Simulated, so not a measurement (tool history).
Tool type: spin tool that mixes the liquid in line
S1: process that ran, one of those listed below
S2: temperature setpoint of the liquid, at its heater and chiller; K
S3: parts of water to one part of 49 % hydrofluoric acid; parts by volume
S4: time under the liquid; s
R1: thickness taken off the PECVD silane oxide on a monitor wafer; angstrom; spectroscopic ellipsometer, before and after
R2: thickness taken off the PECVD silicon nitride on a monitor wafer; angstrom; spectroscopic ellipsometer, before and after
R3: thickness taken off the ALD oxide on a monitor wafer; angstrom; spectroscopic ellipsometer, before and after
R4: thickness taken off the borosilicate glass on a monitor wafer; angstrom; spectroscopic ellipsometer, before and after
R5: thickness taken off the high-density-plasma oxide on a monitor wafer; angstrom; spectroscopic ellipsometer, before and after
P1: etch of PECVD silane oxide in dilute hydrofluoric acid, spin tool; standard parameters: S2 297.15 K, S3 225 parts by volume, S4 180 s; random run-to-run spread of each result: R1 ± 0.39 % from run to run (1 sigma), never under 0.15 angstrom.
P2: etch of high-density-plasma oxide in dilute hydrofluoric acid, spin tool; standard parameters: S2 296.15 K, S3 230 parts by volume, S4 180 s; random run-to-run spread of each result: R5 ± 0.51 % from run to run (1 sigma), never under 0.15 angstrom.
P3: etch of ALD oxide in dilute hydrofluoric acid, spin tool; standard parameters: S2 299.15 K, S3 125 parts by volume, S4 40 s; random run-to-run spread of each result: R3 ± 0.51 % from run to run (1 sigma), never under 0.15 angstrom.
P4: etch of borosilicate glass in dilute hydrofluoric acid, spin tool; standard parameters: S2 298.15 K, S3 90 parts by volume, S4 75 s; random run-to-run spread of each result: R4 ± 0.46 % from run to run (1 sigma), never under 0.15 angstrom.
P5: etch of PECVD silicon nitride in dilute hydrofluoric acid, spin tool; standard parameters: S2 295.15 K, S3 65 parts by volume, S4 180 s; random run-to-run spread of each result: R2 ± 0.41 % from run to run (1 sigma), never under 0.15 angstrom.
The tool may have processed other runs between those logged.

{"run": 1, "hour": 10.3, "S1": "P1", "S2": 297.15, "S3": 225, "S4": 180, "R1": 142.41}
{"run": 2, "hour": 16.6, "S1": "P5", "S2": 290.15, "S3": 65, "S4": 180, "R2": 40.294}
{"run": 3, "hour": 28.7, "S1": "P1", "S2": 303.15, "S3": 90, "S4": 180, "R1": 528.15}
{"run": 4, "hour": 38.8, "S1": "P1", "S2": 297.15, "S3": 225, "S4": 180, "R1": 142.56}
{"run": 5, "hour": 44.8, "S1": "P5", "S2": 295.15, "S3": 65, "S4": 305, "R2": 95.884}
{"run": 6, "hour": 52.8, "S1": "P3", "S2": 299.15, "S3": 125, "S4": 20, "R3": 20.319}
{"run": 7, "hour": 60.5, "S1": "P4", "S2": 298.15, "S3": 135, "S4": 75, "R4": 266.88}
{"run": 8, "hour": 71.8, "S1": "P1", "S2": 297.15, "S3": 365, "S4": 180, "R1": 77.36}
{"run": 9, "hour": 80.9, "S1": "P1", "S2": 292.65, "S3": 225, "S4": 180, "R1": 121.19}
{"run": 10, "hour": 86.1, "S1": "P2", "S2": 296.15, "S3": 230, "S4": 180, "R5": 65.254}
{"run": 11, "hour": 97.7, "S1": "P4", "S2": 298.15, "S3": 90, "S4": 75, "R4": 422.14}
{"run": 12, "hour": 107.8, "S1": "P1", "S2": 297.15, "S3": 225, "S4": 180, "R1": 143.73}
{"run": 13, "hour": 115.2, "S1": "P1", "S2": 297.15, "S3": 225, "S4": 180, "R1": 142.78}
{"run": 14, "hour": 126.4, "S1": "P5", "S2": 295.15, "S3": 65, "S4": 180, "R2": 56.424}
{"run": 15, "hour": 135.6, "S1": "P2", "S2": 296.15, "S3": 230, "S4": 180, "R5": 65.279}
{"run": 16, "hour": 144.1, "S1": "P1", "S2": 297.15, "S3": 225, "S4": 265, "R1": 209.84}
{"run": 17, "hour": 149.9, "S1": "P3", "S2": 299.15, "S3": 125, "S4": 40, "R3": 40.45}
{"run": 18, "hour": 161.6, "S1": "P2", "S2": 296.15, "S3": 230, "S4": 360, "R5": 130.55}
{"run": 19, "hour": 171.6, "S1": "P2", "S2": 296.15, "S3": 65, "S4": 180, "R5": 277.75}
{"run": 20, "hour": 180.9, "S1": "P4", "S2": 306.65, "S3": 90, "S4": 75, "R4": 586.52}
{"run": 21, "hour": 189.0, "S1": "P1", "S2": 297.15, "S3": 145, "S4": 180, "R1": 242.65}
{"run": 22, "hour": 196.1, "S1": "P2", "S2": 302.65, "S3": 230, "S4": 180, "R5": 81.551}
{"run": 23, "hour": 205.3, "S1": "P3", "S2": 305.65, "S3": 125, "S4": 40, "R3": 51.954}
{"run": 24, "hour": 216.1, "S1": "P5", "S2": 295.15, "S3": 65, "S4": 180, "R2": 55.971}
{"run": 25, "hour": 225.8, "S1": "P3", "S2": 299.15, "S3": 205, "S4": 40, "R3": 22.804}
{"run": 26, "hour": 234.3, "S1": "P1", "S2": 302.15, "S3": 225, "S4": 180, "R1": 169.95}
{"run": 27, "hour": 242.2, "S1": "P3", "S2": 299.15, "S3": 125, "S4": 40, "R3": 40.208}
{"run": 28, "hour": 247.7, "S1": "P5", "S2": 295.15, "S3": 25, "S4": 180, "R2": 141.96}
{"run": 29, "hour": 257.9, "S1": "P1", "S2": 297.15, "S3": 225, "S4": 15, "R1": 12.066}
{"run": 30, "hour": 266.6, "S1": "P1", "S2": 297.15, "S3": 225, "S4": 180, "R1": 143.44}
{"run": 31, "hour": 277.0, "S1": "P4", "S2": 298.15, "S3": 90, "S4": 15, "R4": 85.211}
{"run": 32, "hour": 288.9, "S1": "P1", "S2": 297.15, "S3": 225, "S4": 180, "R1": 142.65}
{"run": 33, "hour": 298.6, "S1": "P1", "S2": 297.15, "S3": 225, "S4": 180, "R1": 139.1}
{"run": 34, "hour": 307.7, "S1": "P1", "S2": 297.15, "S3": 225, "S4": 180, "R1": 137.76}
{"run": 35, "hour": 319.4, "S1": "P1", "S2": 297.15, "S3": 225, "S4": 180, "R1": 136.11}
{"run": 36, "hour": 325.2, "S1": "P1", "S2": 297.15, "S3": 225, "S4": 180, "R1": 135.75}
{"run": 37, "hour": 335.9, "S1": "P1", "S2": 297.15, "S3": 225, "S4": 180, "R1": 134.42}
{"run": 38, "hour": 343.2, "S1": "P1", "S2": 297.15, "S3": 225, "S4": 180, "R1": 134.65}
{"run": 39, "hour": 350.7, "S1": "P1", "S2": 297.15, "S3": 225, "S4": 180, "R1": 133.85}

What P1 gives has crept away from where it was. These 2 causes fit the log equally well, each at the size given:
A: hydrofluoric acid flow below the setpoint (%) = 4.91
B: liquid colder than its thermometer reads (K) = 1.7
The process output started creeping at around hour 288.9.

Which of the 4 check runs listed below separates the causes, so that each cause would produce a clearly different result? Each run uses one wafer, and its results are marked with question marks.
{"run": "check 1", "hour": 358.2, "S1": "P2", "S2": 296.15, "S3": 135, "S4": 350, "R5": "?"}
{"run": "check 2", "hour": 358.2, "S1": "P3", "S2": 305.15, "S3": 195, "S4": 40, "R3": "?"}
{"run": "check 3", "hour": 358.2, "S1": "P5", "S2": 295.15, "S3": 30, "S4": 270, "R2": "?"}
{"run": "check 4", "hour": 358.2, "S1": "P4", "S2": 305.65, "S3": 90, "S4": 15, "R4": "?"}

If the cause were each of the candidates in turn, the checks would give the following:
check=check_1 result=R5 if_A=225.79 if_B=223.85
check=check_2 result=R3 if_A=27.723 if_B=27.862
check=check_3 result=R2 if_A=170.88 if_B=159.39
check=check_4 result=R4 if_A=107.04 if_B=106.4
Per-check spread between the two closest causes, in the result where they differ most: check 1 0.86 %; check 2 0.5 %; check 3 6.96 %; check 4 0.59 %
Check 3 is the one run that separates the causes; every other check would come out nearly the same whichever cause is at work.

Then check 3 was run and gave: R2 159.02 angstrom. Which cause is it?

It was cause B: liquid colder than its thermometer reads (K).

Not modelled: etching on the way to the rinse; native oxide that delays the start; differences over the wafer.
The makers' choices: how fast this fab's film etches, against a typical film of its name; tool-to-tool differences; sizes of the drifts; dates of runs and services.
